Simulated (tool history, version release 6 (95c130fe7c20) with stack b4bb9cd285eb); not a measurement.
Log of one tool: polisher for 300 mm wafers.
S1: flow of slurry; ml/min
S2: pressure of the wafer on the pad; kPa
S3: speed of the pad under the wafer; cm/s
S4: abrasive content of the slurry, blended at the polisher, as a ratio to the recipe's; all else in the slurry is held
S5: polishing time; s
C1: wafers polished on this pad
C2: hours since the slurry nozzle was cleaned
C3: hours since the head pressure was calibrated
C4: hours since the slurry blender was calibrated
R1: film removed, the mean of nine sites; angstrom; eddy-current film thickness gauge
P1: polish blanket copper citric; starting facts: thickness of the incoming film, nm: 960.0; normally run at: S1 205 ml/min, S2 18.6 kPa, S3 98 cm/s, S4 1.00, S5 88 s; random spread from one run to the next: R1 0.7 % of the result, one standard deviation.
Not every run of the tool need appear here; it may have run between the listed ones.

run    day   S1    S2   S3    S4   S5   C1     C2     C3     C4       R1
  1  0.179  205  18.6   98  1.00   88  204  159.5  318.7  166.4  1819.10
     0.312  -- worn pad replaced by a new one
  2  0.312  205  18.6   98  1.00   66    0  162.7  321.9  169.6  1368.00
  3  0.471  205  18.6   98  1.00   88   42  166.5  325.7  173.4  1814.10
  4  0.558  205  23.4   98  1.00   88   66  168.6  327.8  175.5  2275.10
  5  0.750  305  18.6   98  1.00   88  117  173.2  332.4  180.1  1899.10
  6  0.929  205  18.6   98  1.00   88  165  177.5  336.7  184.4  1819.20
  7  1.079  205  18.6   98  1.00  128  206  181.1  340.3  188.0  2651.20
  8  1.254  205  18.6   98  1.00   88  253  185.3  344.5  192.2  1835.10
     1.317  -- head pressure recalibrated
  9  1.342  205  18.6   98  1.00   88  276  187.4    0.7  194.3  1798.00
 10  1.471  205  18.6  154  1.00   88  311  190.5    3.8  197.4  2893.70
 11  1.583  130  18.6   98  1.00   88  341  193.2    6.5  200.1  1699.90
 12  1.704  305  18.6  132  1.00   88  373  196.1    9.4  203.0  2554.40
 13  1.796  205  11.0   98  0.65   88  398  198.3   11.6  205.2  1001.20
 14  1.888  205  13.1   98  1.00   88  422  200.5   13.8  207.4  1291.10
 15  2.000  205  18.6   50  1.00   88  453  203.2   16.5  210.1   963.33
 16  2.167  205  18.6   98  0.65   88  497  207.2   20.5  214.1  1685.80
 17  2.254  205  18.6   98  1.40   88  521  209.3   22.6  216.2  1960.80
 18  2.358  205  18.6   98  1.00   88  549  211.8   25.1  218.7  1822.80
 19  2.492  205  18.6   98  1.00   88  584  215.0   28.3  221.9  1797.80
 20  2.638  205  18.6   98  1.00   88  623  218.5   31.8  225.4  1775.00
 21  2.725  205  18.6   98  1.00   88  647  220.6   33.9  227.5  1733.70
 22  2.883  205  18.6   98  1.00   88  689  224.4   37.7  231.3  1765.40
 23  2.971  205  18.6   98  1.00   88  713  226.5   39.8  233.4  1728.50
     3.021  -- slurry blender recalibrated
 24  3.108  205  18.6   98  1.00   88  750  229.8   43.1    2.1  1735.00
     3.183  -- worn pad replaced by a new one
 25  3.250  205  18.6   98  1.00   88   18  233.2   46.5    5.5  1715.70
 26  3.429  205  18.6   98  1.00   88   66  237.5   50.8    9.8  1722.70
 27  3.621  205  18.6   98  1.00   88  117  242.1   55.4   14.4  1742.20
 28  3.754  205  18.6   98  1.00   88  153  245.3   58.6   17.6  1734.20
 29  3.854  205  18.6   98  1.00   88  180  247.7   61.0   20.0  1717.50

P1 no longer gives what it gave before; its output has crept away from where it was. The following 2 causes, each at its listed size, fit the log equally well:
A: head's pressure below its setpoint, % = 6.12
B: slurry flow missing at the pad, % = 32.7
At approximately day 2.358, the process output began to creep.
All other causes, with the reason each is excluded:
removal rate lost through wear of the pad, %: maintenance at day 3.183, after the shift began, did not return the process to its former output
abrasive missing from the slurry, %: maintenance at day 3.021, after the shift began, did not return the process to its former output

The list below offers 4 check runs, each averaging the results of 5 wafers, and shows each result as a question mark. For which of them would the listed causes give clearly different results?
check 1  3.954  140  18.6   98  0.65  88                   ?
check 2  3.954  205  18.6   70  1.00  88                   ?
check 3  3.954  205  18.6  150  1.00  88                   ?
check 4  3.954  205  18.6  146  1.40  88                   ?

How each check would come out, cause by cause:
  check  result     if A     if B
check 1      R1  1479.30  1442.10
check 2      R1  1240.00  1239.30
check 3      R1  2600.50  2602.30
check 4      R1  2725.70  2727.50
Per-check spread between the two closest causes, in the result where they differ most: check 1 2.55 %; check 2 0.06 %; check 3 0.07 %; check 4 0.07 %
Only check 1 tells the causes apart: in the others they would give nearly the same result.

Check 1 has now been run. It gave: R1 1474.80 angstrom. Which of the candidate causes is it?

The correct cause is A, namely: head's pressure below its setpoint, %.

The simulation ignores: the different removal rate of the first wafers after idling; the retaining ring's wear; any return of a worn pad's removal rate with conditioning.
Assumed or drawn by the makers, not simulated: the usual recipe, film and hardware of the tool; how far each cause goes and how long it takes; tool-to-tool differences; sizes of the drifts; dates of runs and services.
